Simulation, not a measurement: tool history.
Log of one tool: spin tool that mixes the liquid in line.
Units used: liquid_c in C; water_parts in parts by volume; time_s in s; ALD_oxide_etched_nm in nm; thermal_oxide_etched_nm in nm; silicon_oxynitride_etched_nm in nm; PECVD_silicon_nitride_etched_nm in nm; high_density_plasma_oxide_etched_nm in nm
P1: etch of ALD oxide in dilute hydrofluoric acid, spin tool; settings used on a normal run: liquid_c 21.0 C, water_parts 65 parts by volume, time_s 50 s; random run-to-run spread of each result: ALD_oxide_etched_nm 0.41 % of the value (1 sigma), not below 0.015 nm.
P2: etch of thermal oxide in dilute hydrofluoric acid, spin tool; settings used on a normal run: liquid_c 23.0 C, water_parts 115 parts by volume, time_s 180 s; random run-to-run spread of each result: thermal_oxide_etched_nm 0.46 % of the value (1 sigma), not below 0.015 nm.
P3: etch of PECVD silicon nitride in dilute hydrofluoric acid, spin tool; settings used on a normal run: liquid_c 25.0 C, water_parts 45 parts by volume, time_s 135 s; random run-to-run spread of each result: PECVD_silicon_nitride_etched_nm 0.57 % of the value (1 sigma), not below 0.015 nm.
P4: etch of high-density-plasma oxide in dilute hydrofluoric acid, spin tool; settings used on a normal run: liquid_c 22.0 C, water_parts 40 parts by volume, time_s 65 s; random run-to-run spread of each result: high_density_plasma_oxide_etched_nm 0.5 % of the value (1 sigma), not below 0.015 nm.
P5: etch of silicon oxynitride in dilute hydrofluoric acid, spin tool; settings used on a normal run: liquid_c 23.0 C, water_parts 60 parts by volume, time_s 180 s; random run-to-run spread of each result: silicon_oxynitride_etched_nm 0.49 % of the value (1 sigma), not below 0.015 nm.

run     day  process  liquid_c  water_parts  time_s  ALD_oxide_etched_nm  thermal_oxide_etched_nm  silicon_oxynitride_etched_nm  PECVD_silicon_nitride_etched_nm  high_density_plasma_oxide_etched_nm
  1   0.588       P1      21.0           65      50               9.6550
  2   1.171       P2      28.5          115     180                                        8.5310
  3   1.742       P2      23.0           45     180                                       19.2610
  4   2.188       P5      31.0           60     180                                                                      8.4065
  5   2.562       P1      21.0           30      50              21.8440
  6   2.833       P1      21.0           65      50               9.6064
  7   3.275       P5      23.0          105     180                                                                      3.1787
  8   3.608       P5      23.0           60     180                                                                      5.7531
  9   4.125       P2      23.0          115      30                                        1.1376
 10   4.546       P1      21.0           65      50               9.5820
 11   4.875       P3      25.0           20     135                                                                                                      33.3170
 12   5.296       P4      22.0           40      65                                                                                                                                           17.4070
 13   5.688       P1      21.0          110      50               5.3111
 14   5.950       P5      23.0           60     180                                                                      5.7373
 15   6.325       P4      22.0           40      30                                                                                                                                            8.0418
 16   6.629       P2      23.0          115     180                                        6.8876
 17   7.154       P1      26.5          100      50               7.4929
 18   7.721       P1      29.0           65      50              13.2500
 19   8.271       P3      25.0           45      30                                                                                                       3.3774
 20   8.833       P5      23.0           60     310                                                                      9.9782
 21   9.325       P4      17.0           40      65                                                                                                                                           14.0510
 22   9.579       P3      25.0           45     135                                                                                                      15.5440
 23   9.938       P1      21.0           65      90              17.3110
 24  10.433       P3      25.0           45     135                                                                                                      15.4130
 25  10.792       P1      21.0           65      50               9.6887
 26  11.258       P3      29.5           45     135                                                                                                      20.7830
 27  11.833       P4      22.0           55      65                                                                                                                                           12.3600
 28  12.217       P4      22.0           40      65                                                                                                                                           17.3310
 29  12.542       P1      17.0           65      50               8.1053
 30  12.804       P1      21.0           65      15               2.8994
 31  13.212       P1      21.0           65      50               9.6028
 32  13.788       P1      21.0           65      50               9.0643
 33  14.054       P1      21.0           65      50               8.9951
 34  14.333       P1      21.0           65      50               8.8389
 35  14.925       P1      21.0           65      50               8.7241
 36  15.196       P1      21.0           65      50               8.7545
 37  15.550       P1      21.0           65      50               8.6981

Something has made what P1 gives creep away from where it was; the 2 causes below, each at its own stated size, fit the log equally well:
A: hydrofluoric acid flow below the setpoint (%) = 8.11
B: liquid colder than its thermometer reads (K) = 2.18
Creep in the process output first set in at about day 13.212.

Listed below are the offered check runs, one wafer per run, with question marks in place of results. For which of them would the causes give clearly different outcomes?
check 1  15.904       P2      23.0           60      40                                             ?
check 2  15.904       P4      19.0           40      65                                                                                                                                                 ?
check 3  15.904       P3      25.0           25      70                                                                                                            ?
check 4  15.904       P5      30.5           60     180                                                                           ?

What each check would give under each cause:
  check                               result     if A     if B
check 1              thermal_oxide_etched_nm   2.8685   2.8710
check 2  high_density_plasma_oxide_etched_nm  13.9720  13.8880
check 3      PECVD_silicon_nitride_etched_nm  13.0260  12.1770
check 4         silicon_oxynitride_etched_nm   7.5135   7.4319
Minimum pairwise separation of causes per check, each pair taken at its best-separating result: check 1 0.08 %; check 2 0.6 %; check 3 6.74 %; check 4 1.09 %
Of the check runs offered, only check 3 discriminates between the causes; the rest would read about the same regardless of which cause applies.

After running check 3, the following was obtained: PECVD_silicon_nitride_etched_nm 13.0610 nm. Which cause does this point to?

The correct cause is A, namely: hydrofluoric acid flow below the setpoint (%).

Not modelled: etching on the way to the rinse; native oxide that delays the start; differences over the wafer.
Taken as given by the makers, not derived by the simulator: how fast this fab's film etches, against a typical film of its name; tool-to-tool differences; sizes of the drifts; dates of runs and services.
